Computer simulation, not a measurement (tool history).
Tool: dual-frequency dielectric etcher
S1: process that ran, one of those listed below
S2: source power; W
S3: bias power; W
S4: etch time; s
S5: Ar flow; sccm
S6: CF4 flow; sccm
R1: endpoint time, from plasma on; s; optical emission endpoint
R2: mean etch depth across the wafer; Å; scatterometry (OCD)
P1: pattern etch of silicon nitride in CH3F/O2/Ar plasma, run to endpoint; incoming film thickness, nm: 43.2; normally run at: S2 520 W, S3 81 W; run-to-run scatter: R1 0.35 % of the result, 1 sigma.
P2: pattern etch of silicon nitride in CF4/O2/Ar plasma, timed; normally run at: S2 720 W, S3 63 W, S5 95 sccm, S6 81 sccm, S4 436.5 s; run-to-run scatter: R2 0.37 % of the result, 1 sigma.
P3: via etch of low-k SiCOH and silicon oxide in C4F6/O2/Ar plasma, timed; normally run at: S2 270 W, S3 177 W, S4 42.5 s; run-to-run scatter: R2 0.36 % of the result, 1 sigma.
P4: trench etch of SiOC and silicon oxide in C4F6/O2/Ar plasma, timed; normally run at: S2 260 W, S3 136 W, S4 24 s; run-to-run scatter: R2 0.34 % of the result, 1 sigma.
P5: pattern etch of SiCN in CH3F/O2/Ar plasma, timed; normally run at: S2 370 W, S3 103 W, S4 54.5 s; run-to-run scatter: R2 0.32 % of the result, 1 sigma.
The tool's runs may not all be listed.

run	hour	S1	S2	S3	S4	S5	S6	R1	R2
1	13.2	P1	520	81				53.246	
2	21.7	P4	260	136	24				370.62
3	35.7	P4	260	136	24				369.84
4	51.1	P2	720	63	436.5	95	114		12985
5	63.6	P1	520	101				49.332	
# hour 79.2: source power generator calibrated
6	79.8	P5	520	103	54.5				262.44
7	90.7	P3	270	107	42.5				728.77
8	101.1	P1	650	81				48.73	
9	114.6	P2	720	63	436.5	95	81		12395
10	129.8	P1	520	81				53.47	
11	142.5	P2	1020	63	436.5	95	81		16790
12	155.8	P1	520	81				53.252	
13	166.9	P1	400	59				65.88	
14	177.8	P2	720	63	581.5	95	81		16632
15	191.3	P3	160	177	42.5				692.26
16	201.3	P5	370	103	54.5				230.51
17	217.4	P5	370	103	54.5				232.55
18	225.6	P1	520	81				53.428	
19	235.6	P4	260	136	33				510.77
20	243.8	P2	720	63	436.5	95	81		12435
21	259.2	P1	360	81				60.974	
# hour 271.6: wet clean of the chamber
22	273.6	P3	270	177	56.5				1125.8
23	281.8	P1	520	66				57.359	
24	290.1	P5	370	103	74.5				315.81
25	300.2	P2	720	78	436.5	95	81		13487
26	310.8	P2	720	63	436.5	128	81		11957
27	325.1	P1	520	81				53.679	
28	341.8	P3	270	177	42.5				852.21
29	357.7	P1	520	81				53.33	
30	368.6	P4	260	187	24				412.04
31	382.9	P1	520	81				53.52	
32	391.3	P5	370	66	54.5				195.77
33	406.7	P4	170	136	24				315.16
34	420.7	P1	520	81				53.679	
35	437	P1	520	81				53.672	
36	451.1	P1	520	81				54.464	
37	463.1	P1	520	81				54.341	
# hour 466.5: wet clean of the chamber
38	471.1	P1	520	81				54.3	
39	485.2	P1	520	81				54.426	
40	497.7	P1	520	81				53.734	

What P1 gives has crept away from where it was. These 2 causes fit the log equally well, each at the size given:
A: source power that arrives under what is set, % = 4.51
B: bias power that arrives under what is set, % = 4.96
The creep began at about hour 420.7.
Why every other cause is out:
chamber walls in a state that lowers the etch rate, %: serviced at hour 466.5, which brought nothing back

4 check runs are offered, each on 2 wafers whose results are averaged, their results left as question marks. Which one tells the causes apart?
check 1	510.2	P4	170	136	24				?
check 2	510.2	P5	500	77	54.5				?
check 3	510.2	P2	840	63	436.5	95	106		?
check 4	510.2	P3	270	110	42.5				?

What each check would give under each cause:
check	result	if A	if B
check 1	R2	308.68	309.25
check 2	R2	228.88	228.77
check 3	R2	14127	14432
check 4	R2	717.82	720.47
How far apart the two closest causes lie, in the result that separates them most: check 1 0.19 %; check 2 0.05 %; check 3 2.14 %; check 4 0.37 %
Only check 3 tells the causes apart: in the others they would give nearly the same result.

Then check 3 was run and gave: R2 14099 Å. Which cause is it?

It is A: source power that arrives under what is set, %.
